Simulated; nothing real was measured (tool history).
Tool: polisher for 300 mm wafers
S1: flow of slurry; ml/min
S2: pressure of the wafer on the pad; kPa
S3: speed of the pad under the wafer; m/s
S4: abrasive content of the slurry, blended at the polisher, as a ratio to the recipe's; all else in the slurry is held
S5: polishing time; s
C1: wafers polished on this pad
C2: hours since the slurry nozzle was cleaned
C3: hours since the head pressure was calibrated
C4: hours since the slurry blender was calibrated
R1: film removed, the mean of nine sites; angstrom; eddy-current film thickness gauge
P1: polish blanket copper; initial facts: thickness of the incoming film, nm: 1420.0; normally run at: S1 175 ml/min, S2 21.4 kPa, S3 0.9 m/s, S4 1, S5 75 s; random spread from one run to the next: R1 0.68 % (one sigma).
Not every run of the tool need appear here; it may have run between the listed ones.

run 1 day=0.412 | S1=175 S2=21.4 S3=0.9 S4=1 S5=75 | C1=826 C2=218.3 C3=161.4 C4=78.1 | R1=2045.2
run 2 day=0.738 | S1=175 S2=21.4 S3=0.9 S4=0.55 S5=43 | C1=891 C2=226.1 C3=169.2 C4=85.9 | R1=1032.2
run 3 day=0.962 | S1=115 S2=21.4 S3=0.9 S4=1 S5=75 | C1=936 C2=231.5 C3=174.6 C4=91.3 | R1=1884.4
run 4 day=1.238 | S1=255 S2=21.4 S3=0.5 S4=1 S5=75 | C1=992 C2=238.1 C3=181.2 C4=97.9 | R1=1198.5
run 5 day=1.588 | S1=175 S2=21.4 S3=0.9 S4=1 S5=116 | C1=1062 C2=246.5 C3=189.6 C4=106.3 | R1=3142.3
run 6 day=1.958 | S1=175 S2=21.4 S3=0.9 S4=1 S5=75 | C1=1137 C2=255.4 C3=198.5 C4=115.2 | R1=2051.1
run 7 day=2.475 | S1=175 S2=21.4 S3=0.4 S4=1 S5=75 | C1=1241 C2=267.8 C3=210.9 C4=127.6 | R1=902.15
run 8 day=2.992 | S1=175 S2=33.1 S3=0.9 S4=1 S5=75 | C1=1345 C2=280.2 C3=223.3 C4=140 | R1=3122.9
run 9 day=3.325 | S1=255 S2=21.4 S3=0.9 S4=1 S5=75 | C1=1412 C2=288.2 C3=231.3 C4=148 | R1=2141.4
run 10 day=3.712 | S1=175 S2=21.4 S3=1.38 S4=1 S5=75 | C1=1489 C2=297.5 C3=240.6 C4=157.3 | R1=3139
run 11 day=4.158 | S1=175 S2=21.4 S3=0.9 S4=1 S5=75 | C1=1579 C2=308.2 C3=251.3 C4=168 | R1=2055.8
run 12 day=4.575 | S1=175 S2=21.4 S3=0.9 S4=1 S5=56 | C1=1663 C2=318.2 C3=261.3 C4=178 | R1=1528.4
run 13 day=5.088 | S1=175 S2=10.3 S3=0.9 S4=1 S5=75 | C1=1766 C2=330.5 C3=273.6 C4=190.3 | R1=988.68
run 14 day=5.575 | S1=175 S2=21.4 S3=0.9 S4=0.55 S5=75 | C1=1864 C2=342.2 C3=285.3 C4=202 | R1=1781
run 15 day=6.092 | S1=175 S2=21.4 S3=0.9 S4=1 S5=75 | C1=1968 C2=354.6 C3=297.7 C4=214.4 | R1=2008.8
run 16 day=6.45 | S1=175 S2=21.4 S3=0.9 S4=1 S5=75 | C1=2040 C2=363.2 C3=306.3 C4=223 | R1=2050.1
run 17 day=6.692 | S1=175 S2=21.4 S3=0.9 S4=1 S5=75 | C1=2088 C2=369 C3=312.1 C4=228.8 | R1=2029.8
run 18 day=7.008 | S1=175 S2=21.4 S3=0.9 S4=1 S5=75 | C1=2152 C2=376.6 C3=319.7 C4=236.4 | R1=2057.2
run 19 day=7.375 | S1=175 S2=21.4 S3=0.9 S4=1.45 S5=75 | C1=2226 C2=385.4 C3=328.5 C4=245.2 | R1=2229.6
run 20 day=7.879 | S1=175 S2=21.4 S3=0.9 S4=1 S5=75 | C1=2327 C2=397.5 C3=340.6 C4=257.3 | R1=2010.3
run 21 day=8.342 | S1=175 S2=21.4 S3=0.9 S4=1 S5=75 | C1=2420 C2=408.6 C3=351.7 C4=268.4 | R1=1970.3
run 22 day=8.758 | S1=175 S2=21.4 S3=0.9 S4=1 S5=75 | C1=2504 C2=418.6 C3=361.7 C4=278.4 | R1=1951

What does the tool deliver on the next run?
run 23 day=9.262 | S1=175 S2=21.4 S3=0.9 S4=1 S5=75 | C1=2605 C2=430.7 C3=373.8 C4=290.5 | R1=?

{"run 23": {"R1": 1916.8}}

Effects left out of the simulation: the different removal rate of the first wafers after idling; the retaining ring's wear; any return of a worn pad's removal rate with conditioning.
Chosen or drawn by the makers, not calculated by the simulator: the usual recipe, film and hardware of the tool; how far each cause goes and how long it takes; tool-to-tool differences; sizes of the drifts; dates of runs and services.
